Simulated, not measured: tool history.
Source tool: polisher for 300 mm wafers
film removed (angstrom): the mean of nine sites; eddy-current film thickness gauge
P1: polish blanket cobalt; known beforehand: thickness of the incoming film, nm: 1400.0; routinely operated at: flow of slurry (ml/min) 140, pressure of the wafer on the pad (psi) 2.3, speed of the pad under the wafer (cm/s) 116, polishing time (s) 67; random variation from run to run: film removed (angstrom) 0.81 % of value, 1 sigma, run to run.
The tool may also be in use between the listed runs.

| run | day | flow of slurry (ml/min) | pressure of the wafer on the pad (psi) | speed of the pad under the wafer (cm/s) | polishing time (s) | wafers polished on this pad | hours since the slurry nozzle was cleaned | hours since the head pressure was calibrated | film removed (angstrom) |
|---|---|---|---|---|---|---|---|---|---|
| 1 | 0.638 | 140 | 2.3 | 116 | 67 | 926 | 291.2 | 203.3 | 4087.2 |
| 2 | 1.133 | 140 | 2.3 | 116 | 67 | 1096 | 303.1 | 215.2 | 4026.3 |
| 3 | 1.65 | 140 | 2.3 | 116 | 31 | 1273 | 315.5 | 227.6 | 1879.5 |
| 4 | 2.158 | 85 | 2.3 | 116 | 67 | 1446 | 327.7 | 239.8 | 3572.5 |
| 5 | 2.729 | 140 | 2.3 | 56 | 67 | 1641 | 341.4 | 253.5 | 1967.4 |
|  | 3.146 | slurry nozzle cleaned |
| 6 | 3.225 | 140 | 1.2 | 54 | 67 | 1811 | 1.9 | 265.4 | 992.45 |
| 7 | 3.717 | 140 | 2.3 | 116 | 98 | 1979 | 13.7 | 277.2 | 5972 |
| 8 | 4.342 | 140 | 3.4 | 152 | 67 | 2193 | 28.7 | 292.2 | 7890 |
| 9 | 4.862 | 140 | 2.3 | 116 | 67 | 2371 | 41.2 | 304.7 | 4032 |
| 10 | 5.175 | 140 | 2.3 | 178 | 67 | 2477 | 48.7 | 312.2 | 6211.2 |
| 11 | 5.588 | 140 | 1.1 | 116 | 67 | 2618 | 58.6 | 322.1 | 1955.4 |
| 12 | 6.179 | 140 | 3.3 | 116 | 67 | 2821 | 72.8 | 336.3 | 5833.6 |

Predict the results of run 13:
| 13 | 6.5 | 195 | 2.3 | 116 | 67 | 2930 | 80.5 | 344 | ? |

{"run 13": {"film removed (angstrom)": 4335.9}}
